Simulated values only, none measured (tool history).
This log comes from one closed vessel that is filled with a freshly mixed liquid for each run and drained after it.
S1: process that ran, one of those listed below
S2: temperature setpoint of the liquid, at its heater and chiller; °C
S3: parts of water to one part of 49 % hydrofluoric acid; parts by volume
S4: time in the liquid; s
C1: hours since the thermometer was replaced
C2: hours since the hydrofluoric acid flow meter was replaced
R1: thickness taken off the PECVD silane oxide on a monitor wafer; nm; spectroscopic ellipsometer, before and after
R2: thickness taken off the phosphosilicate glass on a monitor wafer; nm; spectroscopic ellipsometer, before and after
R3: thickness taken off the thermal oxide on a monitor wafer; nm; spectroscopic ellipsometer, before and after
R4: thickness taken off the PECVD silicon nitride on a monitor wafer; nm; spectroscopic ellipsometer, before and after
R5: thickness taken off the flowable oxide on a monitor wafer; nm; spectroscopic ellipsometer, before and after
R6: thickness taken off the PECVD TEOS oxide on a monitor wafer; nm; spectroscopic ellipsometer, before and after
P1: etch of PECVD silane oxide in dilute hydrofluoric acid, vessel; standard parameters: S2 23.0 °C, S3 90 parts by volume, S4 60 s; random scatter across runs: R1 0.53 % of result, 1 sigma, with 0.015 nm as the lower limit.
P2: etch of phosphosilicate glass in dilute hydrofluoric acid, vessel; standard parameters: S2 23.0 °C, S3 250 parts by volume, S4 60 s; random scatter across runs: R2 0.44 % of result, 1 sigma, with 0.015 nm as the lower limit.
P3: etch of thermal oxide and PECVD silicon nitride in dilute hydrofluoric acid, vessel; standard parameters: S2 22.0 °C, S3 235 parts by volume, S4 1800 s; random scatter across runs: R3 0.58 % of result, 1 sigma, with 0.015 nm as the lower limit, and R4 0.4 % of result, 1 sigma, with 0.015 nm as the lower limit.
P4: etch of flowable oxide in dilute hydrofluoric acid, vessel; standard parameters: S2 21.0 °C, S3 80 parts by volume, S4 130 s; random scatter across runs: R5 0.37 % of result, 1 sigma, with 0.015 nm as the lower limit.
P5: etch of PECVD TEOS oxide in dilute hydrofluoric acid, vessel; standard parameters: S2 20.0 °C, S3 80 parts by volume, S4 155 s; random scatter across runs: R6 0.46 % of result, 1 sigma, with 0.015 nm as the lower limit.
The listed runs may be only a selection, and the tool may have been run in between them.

Run 1, hour 9.3: S1 P1, S2 23.0 °C, S3 90 parts by volume, S4 60 s; C1 1303.2; C2 115.8. Result: R1 27.671 nm.
Run 2, hour 13.9: S1 P2, S2 23.0 °C, S3 75 parts by volume, S4 60 s; C1 1307.8; C2 120.4. Result: R2 157.200 nm.
Run 3, hour 23.3: S1 P3, S2 22.0 °C, S3 235 parts by volume, S4 1800 s; C1 1317.2; C2 129.8. Result: R3 28.236 nm, R4 14.469 nm.
Run 4, hour 33.8: S1 P4, S2 28.0 °C, S3 80 parts by volume, S4 130 s; C1 1327.7; C2 140.3. Result: R5 79.061 nm.
Run 5, hour 40.9: S1 P4, S2 21.0 °C, S3 80 parts by volume, S4 205 s; C1 1334.8; C2 147.4. Result: R5 93.850 nm.
Run 6, hour 51.0: S1 P1, S2 23.0 °C, S3 90 parts by volume, S4 60 s; C1 1344.9; C2 157.5. Result: R1 27.382 nm.
Run 7, hour 60.8: S1 P1, S2 23.0 °C, S3 90 parts by volume, S4 60 s; C1 1354.7; C2 167.3. Result: R1 27.339 nm.
Run 8, hour 71.1: S1 P2, S2 17.0 °C, S3 250 parts by volume, S4 60 s; C1 1365.0; C2 177.6. Result: R2 30.863 nm.
Run 9, hour 78.7: S1 P1, S2 23.0 °C, S3 45 parts by volume, S4 30 s; C1 1372.6; C2 185.2. Result: R1 28.595 nm.
Run 10, hour 86.4: S1 P2, S2 23.0 °C, S3 250 parts by volume, S4 95 s; C1 1380.3; C2 192.9. Result: R2 61.612 nm.
Run 11, hour 94.7: S1 P1, S2 23.0 °C, S3 90 parts by volume, S4 60 s; C1 1388.6; C2 201.2. Result: R1 27.166 nm.
Run 12, hour 101.8: S1 P3, S2 28.5 °C, S3 235 parts by volume, S4 1800 s; C1 1395.7; C2 208.3. Result: R3 35.671 nm, R4 21.806 nm.
Run 13, hour 106.5: S1 P1, S2 23.0 °C, S3 90 parts by volume, S4 95 s; C1 1400.4; C2 213.0. Result: R1 43.483 nm.
Run 14, hour 114.3: S1 P1, S2 23.0 °C, S3 90 parts by volume, S4 60 s; C1 1408.2; C2 220.8. Result: R1 27.575 nm.
Run 15, hour 119.6: S1 P5, S2 20.0 °C, S3 80 parts by volume, S4 155 s; C1 1413.5; C2 226.1. Result: R6 26.088 nm.
Run 16, hour 125.8: S1 P1, S2 17.5 °C, S3 90 parts by volume, S4 60 s; C1 1419.7; C2 232.3. Result: R1 21.782 nm.
Run 17, hour 131.0: S1 P1, S2 17.5 °C, S3 90 parts by volume, S4 30 s; C1 1424.9; C2 237.5. Result: R1 10.893 nm.
Run 18, hour 137.8: S1 P5, S2 20.0 °C, S3 80 parts by volume, S4 30 s; C1 1431.7; C2 244.3. Result: R6 5.047 nm.
At hour 140.0: hydrofluoric acid flow meter replaced.
Run 19, hour 143.8: S1 P1, S2 23.0 °C, S3 90 parts by volume, S4 60 s; C1 1437.7; C2 3.9. Result: R1 27.372 nm.
Run 20, hour 149.6: S1 P4, S2 21.0 °C, S3 135 parts by volume, S4 130 s; C1 1443.5; C2 9.7. Result: R5 33.284 nm.
Run 21, hour 156.2: S1 P5, S2 20.0 °C, S3 40 parts by volume, S4 155 s; C1 1450.1; C2 16.3. Result: R6 54.088 nm.
Run 22, hour 160.8: S1 P1, S2 23.0 °C, S3 125 parts by volume, S4 60 s; C1 1454.7; C2 20.9. Result: R1 18.844 nm.
Run 23, hour 171.3: S1 P3, S2 22.0 °C, S3 235 parts by volume, S4 3295 s; C1 1465.2; C2 31.4. Result: R3 51.656 nm, R4 26.676 nm.
Run 24, hour 176.5: S1 P3, S2 22.0 °C, S3 235 parts by volume, S4 1800 s; C1 1470.4; C2 36.6. Result: R3 28.068 nm, R4 14.619 nm.
Run 25, hour 184.9: S1 P2, S2 23.0 °C, S3 250 parts by volume, S4 60 s; C1 1478.8; C2 45.0. Result: R2 38.834 nm.
Run 26, hour 193.5: S1 P1, S2 30.0 °C, S3 90 parts by volume, S4 60 s; C1 1487.4; C2 53.6. Result: R1 36.117 nm.
Run 27, hour 201.3: S1 P3, S2 22.0 °C, S3 100 parts by volume, S4 1800 s; C1 1495.2; C2 61.4. Result: R3 76.273 nm, R4 33.876 nm.
Run 28, hour 208.6: S1 P1, S2 23.0 °C, S3 45 parts by volume, S4 60 s; C1 1502.5; C2 68.7. Result: R1 58.228 nm.
Run 29, hour 218.3: S1 P4, S2 21.0 °C, S3 80 parts by volume, S4 130 s; C1 1512.2; C2 78.4. Result: R5 59.726 nm.
Run 30, hour 226.2: S1 P1, S2 18.0 °C, S3 130 parts by volume, S4 60 s; C1 1520.1; C2 86.3. Result: R1 14.854 nm.
Run 31, hour 232.2: S1 P1, S2 23.0 °C, S3 90 parts by volume, S4 30 s; C1 1526.1; C2 92.3. Result: R1 13.630 nm.
Run 32, hour 236.9: S1 P5, S2 28.5 °C, S3 80 parts by volume, S4 155 s; C1 1530.8; C2 97.0. Result: R6 36.585 nm.
Run 33, hour 244.8: S1 P1, S2 23.0 °C, S3 90 parts by volume, S4 60 s; C1 1538.7; C2 104.9. Result: R1 27.438 nm.
Run 34, hour 250.0: S1 P1, S2 23.0 °C, S3 90 parts by volume, S4 60 s; C1 1543.9; C2 110.1. Result: R1 28.103 nm.

The next listed run, before its measurement:
Run 35, hour 257.3: S1 P1, S2 23.0 °C, S3 90 parts by volume, S4 60 s; C1 1551.2; C2 117.4. Result: R1 ?.

R1: 28.416 nm
